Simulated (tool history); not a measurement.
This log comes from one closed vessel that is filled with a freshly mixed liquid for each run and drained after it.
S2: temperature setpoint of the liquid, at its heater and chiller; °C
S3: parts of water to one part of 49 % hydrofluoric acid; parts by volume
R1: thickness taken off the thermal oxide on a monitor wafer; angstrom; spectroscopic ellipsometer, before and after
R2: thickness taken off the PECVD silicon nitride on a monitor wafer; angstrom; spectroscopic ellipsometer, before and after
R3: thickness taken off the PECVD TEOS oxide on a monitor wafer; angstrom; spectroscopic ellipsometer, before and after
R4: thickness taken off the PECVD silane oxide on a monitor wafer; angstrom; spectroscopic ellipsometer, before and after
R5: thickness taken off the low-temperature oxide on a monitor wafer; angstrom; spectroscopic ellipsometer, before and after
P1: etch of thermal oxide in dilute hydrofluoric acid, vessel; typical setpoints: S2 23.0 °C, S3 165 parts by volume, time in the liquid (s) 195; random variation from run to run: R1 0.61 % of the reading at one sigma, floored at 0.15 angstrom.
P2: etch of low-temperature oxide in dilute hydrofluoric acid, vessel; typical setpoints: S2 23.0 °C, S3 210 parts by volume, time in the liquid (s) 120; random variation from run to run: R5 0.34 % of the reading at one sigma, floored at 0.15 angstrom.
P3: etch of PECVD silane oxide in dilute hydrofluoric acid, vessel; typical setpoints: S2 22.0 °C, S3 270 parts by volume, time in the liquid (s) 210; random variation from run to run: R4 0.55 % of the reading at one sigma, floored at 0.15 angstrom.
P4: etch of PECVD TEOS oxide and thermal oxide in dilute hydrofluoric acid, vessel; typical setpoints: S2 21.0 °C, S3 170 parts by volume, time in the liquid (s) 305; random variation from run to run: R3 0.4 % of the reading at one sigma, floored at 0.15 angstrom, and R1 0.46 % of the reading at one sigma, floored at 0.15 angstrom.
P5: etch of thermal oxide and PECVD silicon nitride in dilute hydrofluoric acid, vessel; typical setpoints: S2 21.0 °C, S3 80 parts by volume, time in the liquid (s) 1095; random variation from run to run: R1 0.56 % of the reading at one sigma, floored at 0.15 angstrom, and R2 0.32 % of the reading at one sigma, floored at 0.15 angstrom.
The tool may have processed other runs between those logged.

Run 1, day 0.312: process that ran P1, S2 23.0 °C, S3 165 parts by volume, time in the liquid (s) 195. Result: R1 50.927 angstrom.
Run 2, day 0.858: process that ran P1, S2 26.5 °C, S3 165 parts by volume, time in the liquid (s) 375. Result: R1 112.660 angstrom.
Run 3, day 1.146: process that ran P1, S2 27.0 °C, S3 165 parts by volume, time in the liquid (s) 195. Result: R1 59.858 angstrom.
Run 4, day 1.633: process that ran P1, S2 23.0 °C, S3 165 parts by volume, time in the liquid (s) 110. Result: R1 28.755 angstrom.
Run 5, day 2.088: process that ran P5, S2 21.0 °C, S3 80 parts by volume, time in the liquid (s) 550. Result: R1 286.370 angstrom, R2 281.91 angstrom.
Run 6, day 2.379: process that ran P1, S2 18.5 °C, S3 90 parts by volume, time in the liquid (s) 195. Result: R1 85.094 angstrom.
Run 7, day 2.954: process that ran P4, S2 21.0 °C, S3 170 parts by volume, time in the liquid (s) 305. Result: R1 73.260 angstrom, R3 260.79 angstrom.
Run 8, day 3.229: process that ran P4, S2 21.0 °C, S3 105 parts by volume, time in the liquid (s) 305. Result: R1 127.360 angstrom, R3 458.97 angstrom.
Run 9, day 3.700: process that ran P1, S2 23.0 °C, S3 165 parts by volume, time in the liquid (s) 195. Result: R1 50.466 angstrom.
Run 10, day 4.267: process that ran P1, S2 17.0 °C, S3 165 parts by volume, time in the liquid (s) 195. Result: R1 40.292 angstrom.
Run 11, day 4.604: process that ran P5, S2 21.0 °C, S3 80 parts by volume, time in the liquid (s) 1095. Result: R1 570.660 angstrom, R2 564.59 angstrom.
Run 12, day 4.883: process that ran P3, S2 22.0 °C, S3 270 parts by volume, time in the liquid (s) 115. Result: R4 161.83 angstrom.
Run 13, day 5.321: process that ran P5, S2 21.0 °C, S3 25 parts by volume, time in the liquid (s) 1095. Result: R1 1955.300 angstrom, R2 1732.70 angstrom.
Run 14, day 5.742: process that ran P2, S2 18.0 °C, S3 210 parts by volume, time in the liquid (s) 120. Result: R5 62.323 angstrom.
Run 15, day 6.325: process that ran P4, S2 21.0 °C, S3 170 parts by volume, time in the liquid (s) 130. Result: R1 31.514 angstrom, R3 111.35 angstrom.
Run 16, day 6.621: process that ran P2, S2 23.0 °C, S3 210 parts by volume, time in the liquid (s) 30. Result: R5 19.105 angstrom.
Run 17, day 7.054: process that ran P1, S2 23.0 °C, S3 165 parts by volume, time in the liquid (s) 300. Result: R1 78.573 angstrom.
Run 18, day 7.371: process that ran P1, S2 23.0 °C, S3 165 parts by volume, time in the liquid (s) 195. Result: R1 51.338 angstrom.
Run 19, day 7.779: process that ran P5, S2 17.0 °C, S3 80 parts by volume, time in the liquid (s) 1095. Result: R1 478.420 angstrom, R2 425.22 angstrom.
Run 20, day 8.092: process that ran P2, S2 23.0 °C, S3 135 parts by volume, time in the liquid (s) 120. Result: R5 127.810 angstrom.
Run 21, day 8.471: process that ran P1, S2 23.0 °C, S3 165 parts by volume, time in the liquid (s) 195. Result: R1 50.913 angstrom.
Run 22, day 8.871: process that ran P3, S2 22.0 °C, S3 150 parts by volume, time in the liquid (s) 210. Result: R4 604.14 angstrom.
Run 23, day 9.208: process that ran P1, S2 23.0 °C, S3 40 parts by volume, time in the liquid (s) 195. Result: R1 244.350 angstrom.
Run 24, day 9.496: process that ran P4, S2 17.0 °C, S3 170 parts by volume, time in the liquid (s) 305. Result: R1 62.911 angstrom, R3 223.45 angstrom.
Run 25, day 9.929: process that ran P1, S2 23.0 °C, S3 245 parts by volume, time in the liquid (s) 195. Result: R1 32.038 angstrom.
Run 26, day 10.383: process that ran P3, S2 22.0 °C, S3 270 parts by volume, time in the liquid (s) 210. Result: R4 296.44 angstrom.
Run 27, day 10.679: process that ran P1, S2 23.0 °C, S3 165 parts by volume, time in the liquid (s) 195. Result: R1 50.994 angstrom.
Run 28, day 11.117: process that ran P3, S2 22.0 °C, S3 270 parts by volume, time in the liquid (s) 210. Result: R4 295.11 angstrom.
Run 29, day 11.567: process that ran P3, S2 17.0 °C, S3 270 parts by volume, time in the liquid (s) 210. Result: R4 245.07 angstrom.
Run 30, day 11.925: process that ran P2, S2 23.0 °C, S3 210 parts by volume, time in the liquid (s) 120. Result: R5 75.881 angstrom.
Run 31, day 12.400: process that ran P5, S2 21.0 °C, S3 80 parts by volume, time in the liquid (s) 1095. Result: R1 566.320 angstrom, R2 557.03 angstrom.
Run 32, day 12.683: process that ran P2, S2 23.0 °C, S3 210 parts by volume, time in the liquid (s) 120. Result: R5 75.416 angstrom.
Run 33, day 13.204: process that ran P4, S2 21.0 °C, S3 170 parts by volume, time in the liquid (s) 305. Result: R1 73.093 angstrom, R3 261.98 angstrom.
Run 34, day 13.621: process that ran P1, S2 23.0 °C, S3 165 parts by volume, time in the liquid (s) 195. Result: R1 51.161 angstrom.
Run 35, day 14.117: process that ran P1, S2 23.0 °C, S3 165 parts by volume, time in the liquid (s) 195. Result: R1 49.666 angstrom.
Run 36, day 14.688: process that ran P1, S2 23.0 °C, S3 165 parts by volume, time in the liquid (s) 195. Result: R1 49.173 angstrom.
Run 37, day 15.004: process that ran P1, S2 23.0 °C, S3 165 parts by volume, time in the liquid (s) 195. Result: R1 48.782 angstrom.
Run 38, day 15.321: process that ran P1, S2 23.0 °C, S3 165 parts by volume, time in the liquid (s) 195. Result: R1 48.338 angstrom.
Run 39, day 15.658: process that ran P1, S2 23.0 °C, S3 165 parts by volume, time in the liquid (s) 195. Result: R1 47.785 angstrom.
Run 40, day 16.038: process that ran P1, S2 23.0 °C, S3 165 parts by volume, time in the liquid (s) 195. Result: R1 48.521 angstrom.
Run 41, day 16.546: process that ran P1, S2 23.0 °C, S3 165 parts by volume, time in the liquid (s) 195. Result: R1 47.978 angstrom.
Run 42, day 16.854: process that ran P1, S2 23.0 °C, S3 165 parts by volume, time in the liquid (s) 195. Result: R1 47.921 angstrom.
Run 43, day 17.400: process that ran P1, S2 23.0 °C, S3 165 parts by volume, time in the liquid (s) 195. Result: R1 47.699 angstrom.

Run 44 comes next. What will it give?
Run 44, day 17.925: process that ran P1, S2 23.0 °C, S3 165 parts by volume, time in the liquid (s) 195. Result: R1 ?.

For run 44 the tool returned R1 47.627 angstrom.

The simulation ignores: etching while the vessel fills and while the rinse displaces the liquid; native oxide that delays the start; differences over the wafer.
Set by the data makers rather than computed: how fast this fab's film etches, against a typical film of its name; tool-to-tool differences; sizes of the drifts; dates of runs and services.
